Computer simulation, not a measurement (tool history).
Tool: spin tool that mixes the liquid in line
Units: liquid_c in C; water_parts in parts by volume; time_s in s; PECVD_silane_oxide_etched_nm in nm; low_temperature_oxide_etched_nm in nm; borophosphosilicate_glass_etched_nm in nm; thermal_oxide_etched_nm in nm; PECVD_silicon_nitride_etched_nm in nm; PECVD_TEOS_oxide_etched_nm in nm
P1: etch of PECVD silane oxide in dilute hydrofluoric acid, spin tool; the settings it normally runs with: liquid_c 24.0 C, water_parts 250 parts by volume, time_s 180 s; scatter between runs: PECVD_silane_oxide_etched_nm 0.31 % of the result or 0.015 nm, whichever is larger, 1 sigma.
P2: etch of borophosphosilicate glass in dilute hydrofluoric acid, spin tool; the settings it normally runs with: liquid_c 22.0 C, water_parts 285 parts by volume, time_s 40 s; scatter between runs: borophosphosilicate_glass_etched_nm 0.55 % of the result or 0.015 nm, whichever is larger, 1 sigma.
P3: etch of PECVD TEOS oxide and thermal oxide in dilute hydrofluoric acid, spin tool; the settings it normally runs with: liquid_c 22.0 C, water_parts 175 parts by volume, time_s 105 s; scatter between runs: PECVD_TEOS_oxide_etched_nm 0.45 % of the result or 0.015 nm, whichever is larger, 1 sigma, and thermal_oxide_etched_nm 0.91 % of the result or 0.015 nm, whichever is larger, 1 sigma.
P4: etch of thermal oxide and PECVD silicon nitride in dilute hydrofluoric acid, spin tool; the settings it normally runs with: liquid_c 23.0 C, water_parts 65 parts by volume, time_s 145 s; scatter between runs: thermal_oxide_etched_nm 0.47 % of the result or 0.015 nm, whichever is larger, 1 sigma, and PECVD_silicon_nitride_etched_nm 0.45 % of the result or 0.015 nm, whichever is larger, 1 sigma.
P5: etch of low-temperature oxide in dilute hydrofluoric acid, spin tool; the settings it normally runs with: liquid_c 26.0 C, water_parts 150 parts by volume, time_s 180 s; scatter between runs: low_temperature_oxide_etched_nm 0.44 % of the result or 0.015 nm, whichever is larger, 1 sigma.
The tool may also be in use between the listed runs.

run	hour	process	liquid_c	water_parts	time_s	hours since the thermometer was replaced	hours since the hydrofluoric acid flow meter was replaced	PECVD_silane_oxide_etched_nm	low_temperature_oxide_etched_nm	borophosphosilicate_glass_etched_nm	thermal_oxide_etched_nm	PECVD_silicon_nitride_etched_nm	PECVD_TEOS_oxide_etched_nm
1	11.4	P1	24.0	250	180	1921.7	1037.2	9.21680					
2	26.8	P1	24.0	250	180	1937.1	1052.6	9.24130					
3	40.7	P1	28.5	360	180	1951.0	1066.5	6.62630					
4	50.6	P5	26.0	245	180	1960.9	1076.4		16.162				
5	65.6	P2	22.0	285	80	1975.9	1091.4			9.2388			
6	73.1	P1	24.0	250	305	1983.4	1098.9	15.66400					
7	84.4	P4	23.0	95	145	1994.7	1110.2				7.10900	3.1090	
8	91.9	P1	28.5	250	180	2002.2	1117.7	10.82300					
9	99.2	P1	24.0	250	180	2009.5	1125.0	9.21860					
10	114.6	P2	22.0	285	40	2024.9	1140.4			4.6040			
11	125.7	P4	23.0	65	70	2036.0	1151.5				5.19510	2.2028	
12	134.2	P1	24.0	70	180	2044.5	1160.0	40.44500					
13	144.3	P5	26.0	150	180	2054.6	1170.1		29.085				
14	154.5	P4	29.5	65	145	2064.8	1180.3				14.02000	6.8796	
15	165.9	P2	22.0	510	40	2076.2	1191.7			2.1417			
16	177.3	P1	24.0	250	180	2087.6	1203.1	9.18760					
17	189.1	P4	23.0	65	145	2099.4	1214.9				10.80100	4.5156	
18	200.1	P5	26.0	150	95	2110.4	1225.9		15.521				
19	212.9	P1	17.0	250	180	2123.2	1238.7	7.05490					
20	226.4	P3	22.0	175	15	2136.7	1252.2				0.36353		1.6443
21	239.4	P1	24.0	385	180	2149.7	1265.2	5.26790					
22	254.8	P2	17.0	285	40	2165.1	1280.6			3.7951			
23	268.7	P4	23.0	65	145	2179.0	1294.5				10.76400	4.4919	
24	284.2	P1	24.0	250	15	2194.5	1310.0	0.77592					
25	296.4	P1	24.0	250	180	2206.7	1322.2	9.19450					
26	304.5	P5	26.0	150	180	2214.8	1330.3		29.236				
27	313.5	P3	22.0	50	105	2223.8	1339.3				9.89360		46.7280
28	326.3	P3	22.0	175	105	2236.6	1352.1				2.46850		11.4450
29	335.1	P5	22.0	150	180	2245.4	1360.9		25.221				
30	342.4	P1	24.0	250	180	2252.7	1368.2	9.22130					
31	351.5	P3	22.0	175	105	2261.8	1377.3				2.43070		11.5160
32	358.8	P3	30.0	175	105	2269.1	1384.6				3.30380		15.6140
33	369.6	P1	24.0	250	180	2279.9	1395.4	9.22880					
34	380.9	P1	24.0	250	180	2291.2	1406.7	9.44460					
35	388.4	P1	24.0	250	180	2298.7	1414.2	9.50690					
36	396.7	P1	24.0	250	180	2307.0	1422.5	9.61140					
37	406.1	P1	24.0	250	180	2316.4	1431.9	9.63460					
38	418.2	P1	24.0	250	180	2328.5	1444.0	9.66720					
39	425.7	P1	24.0	250	180	2336.0	1451.5	9.76820					
40	439.5	P1	24.0	250	180	2349.8	1465.3	9.73900					
41	452.0	P1	24.0	250	180	2362.3	1477.8	9.76620					
42	464.8	P1	24.0	250	180	2375.1	1490.6	9.70590					
43	479.1	P1	24.0	250	180	2389.4	1504.9	9.73100					

P1 no longer gives what it gave before; its output has crept away from where it was. The following 2 causes, each at its listed size, fit the log equally well:
A: hydrofluoric acid flow above the setpoint (%) = 4.7
B: liquid hotter than its thermometer reads (K) = 1.62
Creep in the process output first set in at about hour 369.6.

Below are 4 check runs, each on a single wafer, with their results shown as question marks. Which of them would tell the listed causes apart, meaning the causes would give clearly different results under it?
check 1	493.4	P2	22.0	285	40					?			
check 2	493.4	P3	22.0	175	105						?		?
check 3	493.4	P4	23.0	65	145						?	?	
check 4	493.4	P5	26.0	150	180				?				

What each check would give under each cause:
check	result	if A	if B
check 1	borophosphosilicate_glass_etched_nm	4.8747	4.8725
check 2	thermal_oxide_etched_nm	2.61290	2.63220
check 2	PECVD_TEOS_oxide_etched_nm	12.1790	12.2690
check 3	thermal_oxide_etched_nm	11.31200	11.49800
check 3	PECVD_silicon_nitride_etched_nm	4.7053	5.0141
check 4	low_temperature_oxide_etched_nm	30.952	31.145
How far apart the two closest causes lie, in the result that separates them most: check 1 0.05 %; check 2 0.73 %; check 3 6.36 %; check 4 0.62 %
Only in check 3 would the causes give clearly different results; in the remaining checks their results would be nearly the same.

With check 3 done, the readings were: thermal_oxide_etched_nm 11.35400 nm; PECVD_silicon_nitride_etched_nm 4.6616 nm. Identify which of the listed causes applies.

The cause is A: hydrofluoric acid flow above the setpoint (%).

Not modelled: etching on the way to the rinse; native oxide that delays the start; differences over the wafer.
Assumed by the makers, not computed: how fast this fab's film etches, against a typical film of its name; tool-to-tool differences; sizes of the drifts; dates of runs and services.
